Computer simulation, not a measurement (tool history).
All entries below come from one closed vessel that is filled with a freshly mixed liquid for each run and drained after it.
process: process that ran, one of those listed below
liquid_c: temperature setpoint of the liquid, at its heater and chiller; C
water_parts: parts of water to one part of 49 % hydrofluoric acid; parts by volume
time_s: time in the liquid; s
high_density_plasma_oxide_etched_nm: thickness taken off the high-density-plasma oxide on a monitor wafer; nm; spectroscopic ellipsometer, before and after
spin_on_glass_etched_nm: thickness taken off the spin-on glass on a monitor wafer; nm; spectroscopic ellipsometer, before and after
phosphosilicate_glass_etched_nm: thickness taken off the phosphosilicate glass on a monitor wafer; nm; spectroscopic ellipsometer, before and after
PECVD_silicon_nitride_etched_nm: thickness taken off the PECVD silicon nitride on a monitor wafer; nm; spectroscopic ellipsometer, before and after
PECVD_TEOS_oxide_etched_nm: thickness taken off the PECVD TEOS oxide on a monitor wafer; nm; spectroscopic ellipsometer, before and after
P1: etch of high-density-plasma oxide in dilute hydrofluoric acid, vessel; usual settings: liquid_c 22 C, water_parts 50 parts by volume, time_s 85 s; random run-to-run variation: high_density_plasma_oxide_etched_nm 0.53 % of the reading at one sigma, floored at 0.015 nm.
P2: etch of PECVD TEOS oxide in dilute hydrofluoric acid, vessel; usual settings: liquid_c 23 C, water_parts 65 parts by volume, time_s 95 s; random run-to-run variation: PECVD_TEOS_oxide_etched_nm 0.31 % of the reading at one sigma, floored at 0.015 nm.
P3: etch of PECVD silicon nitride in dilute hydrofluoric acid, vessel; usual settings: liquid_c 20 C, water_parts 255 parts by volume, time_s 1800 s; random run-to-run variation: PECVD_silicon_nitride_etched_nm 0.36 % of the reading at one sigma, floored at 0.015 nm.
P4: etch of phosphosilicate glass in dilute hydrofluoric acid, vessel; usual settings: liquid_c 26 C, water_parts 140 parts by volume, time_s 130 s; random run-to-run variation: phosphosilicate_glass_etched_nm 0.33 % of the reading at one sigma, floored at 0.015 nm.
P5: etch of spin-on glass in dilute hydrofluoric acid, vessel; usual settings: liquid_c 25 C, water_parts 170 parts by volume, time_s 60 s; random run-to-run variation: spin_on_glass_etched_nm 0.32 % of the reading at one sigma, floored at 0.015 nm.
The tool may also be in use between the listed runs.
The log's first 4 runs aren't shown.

run,hour,process,liquid_c,water_parts,time_s,high_density_plasma_oxide_etched_nm,spin_on_glass_etched_nm,phosphosilicate_glass_etched_nm,PECVD_silicon_nitride_etched_nm,PECVD_TEOS_oxide_etched_nm
5,48.8,P4,26,30,130,,,310.23,,
6,60.4,P1,22,50,85,9.2046,,,,
7,68.4,P3,20,255,325,,,,3.2729,
8,81.8,P5,17.5,170,60,,11.016,,,
9,94.6,P2,17,65,95,,,,,11.306
10,106.8,P5,25,170,60,,14.677,,,
11,119.1,P3,28,255,1800,,,,29.911,
12,126,P2,23,65,55,,,,,8.4932
13,139.7,P4,26,140,130,,,57.654,,
14,151,P1,22,20,30,8.5043,,,,
15,163.7,P2,23,115,95,,,,,7.7573
16,176,P4,26,140,130,,,57.587,,
17,189,P1,22,80,85,5.565,,,,
18,199.9,P1,22,25,150,33.68,,,,
19,207.5,P1,22,30,85,15.931,,,,
20,215.4,P1,22,50,85,9.2581,,,,
21,222.6,P4,26,140,65,,,28.842,,
22,235.3,P5,25,50,60,,58.091,,,

Run 23 comes next. What will it give?
23,247.2,P3,20,255,1800,,,,?,

{"run 23": {"PECVD_silicon_nitride_etched_nm": 18.191}}
